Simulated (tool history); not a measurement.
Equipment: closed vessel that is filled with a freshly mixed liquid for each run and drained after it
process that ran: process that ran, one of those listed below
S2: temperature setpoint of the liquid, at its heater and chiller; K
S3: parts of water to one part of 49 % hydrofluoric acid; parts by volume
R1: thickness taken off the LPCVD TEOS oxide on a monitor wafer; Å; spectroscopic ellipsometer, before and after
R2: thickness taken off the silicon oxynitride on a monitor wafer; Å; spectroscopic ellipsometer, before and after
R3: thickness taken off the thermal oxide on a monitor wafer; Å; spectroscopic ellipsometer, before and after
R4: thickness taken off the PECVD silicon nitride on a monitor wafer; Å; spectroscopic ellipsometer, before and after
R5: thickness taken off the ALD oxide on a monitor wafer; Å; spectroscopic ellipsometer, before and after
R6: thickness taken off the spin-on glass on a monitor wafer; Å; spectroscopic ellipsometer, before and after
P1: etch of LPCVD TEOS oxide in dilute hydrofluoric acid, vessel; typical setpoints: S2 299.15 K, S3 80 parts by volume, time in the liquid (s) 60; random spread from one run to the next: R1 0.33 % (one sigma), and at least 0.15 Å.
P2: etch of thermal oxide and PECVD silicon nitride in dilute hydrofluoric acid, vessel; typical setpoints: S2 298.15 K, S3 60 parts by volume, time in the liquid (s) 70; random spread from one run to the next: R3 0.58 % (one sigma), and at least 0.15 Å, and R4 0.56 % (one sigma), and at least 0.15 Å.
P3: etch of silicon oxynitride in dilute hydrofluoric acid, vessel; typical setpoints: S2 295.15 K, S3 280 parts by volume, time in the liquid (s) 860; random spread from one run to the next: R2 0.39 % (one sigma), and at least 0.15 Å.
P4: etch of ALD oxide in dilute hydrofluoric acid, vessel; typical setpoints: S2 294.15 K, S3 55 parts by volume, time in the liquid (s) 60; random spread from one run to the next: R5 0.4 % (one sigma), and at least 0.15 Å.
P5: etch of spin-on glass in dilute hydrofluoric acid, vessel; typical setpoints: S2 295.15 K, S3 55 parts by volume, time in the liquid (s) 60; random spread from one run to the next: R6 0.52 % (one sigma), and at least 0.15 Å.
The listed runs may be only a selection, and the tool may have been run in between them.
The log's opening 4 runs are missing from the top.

{"run": 5, "day": 2.062, "process that ran": "P2", "S2": 298.15, "S3": 60, "time in the liquid (s)": 70, "R3": 63.389, "R4": 70.402}
{"run": 6, "day": 2.392, "process that ran": "P3", "S2": 295.15, "S3": 280, "time in the liquid (s)": 860, "R2": 54.639}
{"run": 7, "day": 2.696, "process that ran": "P4", "S2": 294.15, "S3": 85, "time in the liquid (s)": 60, "R5": 62.521}
{"run": 8, "day": 3.171, "process that ran": "P4", "S2": 294.15, "S3": 55, "time in the liquid (s)": 60, "R5": 100.04}
{"run": 9, "day": 3.646, "process that ran": "P5", "S2": 295.15, "S3": 55, "time in the liquid (s)": 30, "R6": 295.02}
{"run": 10, "day": 3.904, "process that ran": "P1", "S2": 299.15, "S3": 80, "time in the liquid (s)": 115, "R1": 552.55}
{"run": 11, "day": 4.379, "process that ran": "P1", "S2": 302.65, "S3": 50, "time in the liquid (s)": 60, "R1": 550.64}
{"run": 12, "day": 4.871, "process that ran": "P3", "S2": 299.65, "S3": 280, "time in the liquid (s)": 860, "R2": 65.777}
{"run": 13, "day": 5.317, "process that ran": "P1", "S2": 299.15, "S3": 40, "time in the liquid (s)": 60, "R1": 611.18}
{"run": 14, "day": 5.579, "process that ran": "P4", "S2": 294.15, "S3": 55, "time in the liquid (s)": 60, "R5": 101.04}
{"run": 15, "day": 6.075, "process that ran": "P5", "S2": 295.15, "S3": 55, "time in the liquid (s)": 60, "R6": 595.47}
{"run": 16, "day": 6.542, "process that ran": "P5", "S2": 295.15, "S3": 35, "time in the liquid (s)": 60, "R6": 955.73}
{"run": 17, "day": 7.058, "process that ran": "P4", "S2": 302.15, "S3": 55, "time in the liquid (s)": 60, "R5": 138.25}
{"run": 18, "day": 7.362, "process that ran": "P4", "S2": 294.15, "S3": 55, "time in the liquid (s)": 105, "R5": 175.63}
{"run": 19, "day": 7.638, "process that ran": "P2", "S2": 298.15, "S3": 85, "time in the liquid (s)": 70, "R3": 42.704, "R4": 49.933}
{"run": 20, "day": 8.075, "process that ran": "P1", "S2": 299.15, "S3": 125, "time in the liquid (s)": 60, "R1": 172.89}
{"run": 21, "day": 8.321, "process that ran": "P1", "S2": 299.15, "S3": 80, "time in the liquid (s)": 60, "R1": 287.32}
{"run": 22, "day": 8.596, "process that ran": "P1", "S2": 299.15, "S3": 80, "time in the liquid (s)": 60, "R1": 288.86}
{"run": 23, "day": 8.912, "process that ran": "P3", "S2": 295.15, "S3": 280, "time in the liquid (s)": 240, "R2": 15.52}
{"run": 24, "day": 9.192, "process that ran": "P1", "S2": 299.15, "S3": 80, "time in the liquid (s)": 60, "R1": 287.5}
{"run": 25, "day": 9.571, "process that ran": "P1", "S2": 299.15, "S3": 80, "time in the liquid (s)": 30, "R1": 143.84}
{"run": 26, "day": 9.892, "process that ran": "P2", "S2": 306.15, "S3": 60, "time in the liquid (s)": 70, "R3": 85.573, "R4": 117.65}
{"run": 27, "day": 10.4, "process that ran": "P2", "S2": 298.15, "S3": 60, "time in the liquid (s)": 30, "R3": 26.92, "R4": 30.199}

Predict the results of run 28:
{"run": 28, "day": 10.629, "process that ran": "P1", "S2": 304.65, "S3": 80, "time in the liquid (s)": 60, "R1": "?"}

{"run 28": {"R1": 356.1}}
